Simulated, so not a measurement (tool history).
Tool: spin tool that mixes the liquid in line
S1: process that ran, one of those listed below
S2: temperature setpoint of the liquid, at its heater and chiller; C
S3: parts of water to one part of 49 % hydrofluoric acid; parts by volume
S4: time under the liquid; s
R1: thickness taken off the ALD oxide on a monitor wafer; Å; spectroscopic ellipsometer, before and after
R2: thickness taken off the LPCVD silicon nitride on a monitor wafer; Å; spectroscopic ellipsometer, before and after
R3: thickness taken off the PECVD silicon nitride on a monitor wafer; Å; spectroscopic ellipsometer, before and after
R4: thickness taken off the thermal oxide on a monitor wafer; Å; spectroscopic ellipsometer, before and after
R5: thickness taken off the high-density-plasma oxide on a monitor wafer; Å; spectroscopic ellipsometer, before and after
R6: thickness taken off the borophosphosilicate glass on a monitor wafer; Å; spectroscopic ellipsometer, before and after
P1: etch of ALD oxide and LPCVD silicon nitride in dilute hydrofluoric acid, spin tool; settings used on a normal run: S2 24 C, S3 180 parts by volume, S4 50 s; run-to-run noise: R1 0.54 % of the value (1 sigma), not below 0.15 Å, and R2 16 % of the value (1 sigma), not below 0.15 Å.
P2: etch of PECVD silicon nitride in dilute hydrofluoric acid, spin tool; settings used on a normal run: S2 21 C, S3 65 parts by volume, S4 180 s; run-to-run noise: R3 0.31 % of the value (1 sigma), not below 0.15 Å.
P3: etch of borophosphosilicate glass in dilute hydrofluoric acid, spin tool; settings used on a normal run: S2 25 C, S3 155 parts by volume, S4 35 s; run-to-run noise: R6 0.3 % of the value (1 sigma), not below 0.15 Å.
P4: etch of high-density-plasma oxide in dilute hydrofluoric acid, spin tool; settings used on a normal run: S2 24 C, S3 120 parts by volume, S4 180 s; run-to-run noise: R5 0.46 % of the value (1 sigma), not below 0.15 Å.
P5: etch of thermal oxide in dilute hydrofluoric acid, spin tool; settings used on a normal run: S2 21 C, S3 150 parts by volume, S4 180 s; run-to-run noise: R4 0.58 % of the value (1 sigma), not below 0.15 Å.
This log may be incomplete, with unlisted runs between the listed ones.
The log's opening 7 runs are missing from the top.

run	hour	S1	S2	S3	S4	R1	R2	R3	R4	R5	R6
8	109.8	P5	21	150	180				47.35		
# hour 125.4: thermometer replaced
9	126.3	P1	24	265	50	50.199	0.67626				
10	135.2	P1	24	180	80	129.91	2.9435				
11	152.3	P3	29	155	35						157.21
12	162	P4	29	120	180					90.015	
13	180	P3	25	55	35						433.5
14	196.3	P1	24	180	50	80.931	1.4996				
15	207.1	P3	25	155	35						135.52
16	224.1	P4	24	120	55					22.813	
17	242.8	P1	31.5	180	15	31.987	0.84718				
18	257.3	P1	24	180	50	80.427	1.1372				
19	266.6	P1	17	180	50	62.122	0.84198				
20	278.2	P1	24	180	50	81.384	1.9787				
21	289.6	P5	27.5	150	180				60.745		
22	307.3	P1	24	300	15	12.99	0.34368				
23	319.8	P5	21	150	340				89.3		

Run 24 is up next; what results do you expect?
24	331.6	P1	24	180	50	?	?				

Run 24 measured R1 81.349 Å, R2 1.4361 Å.
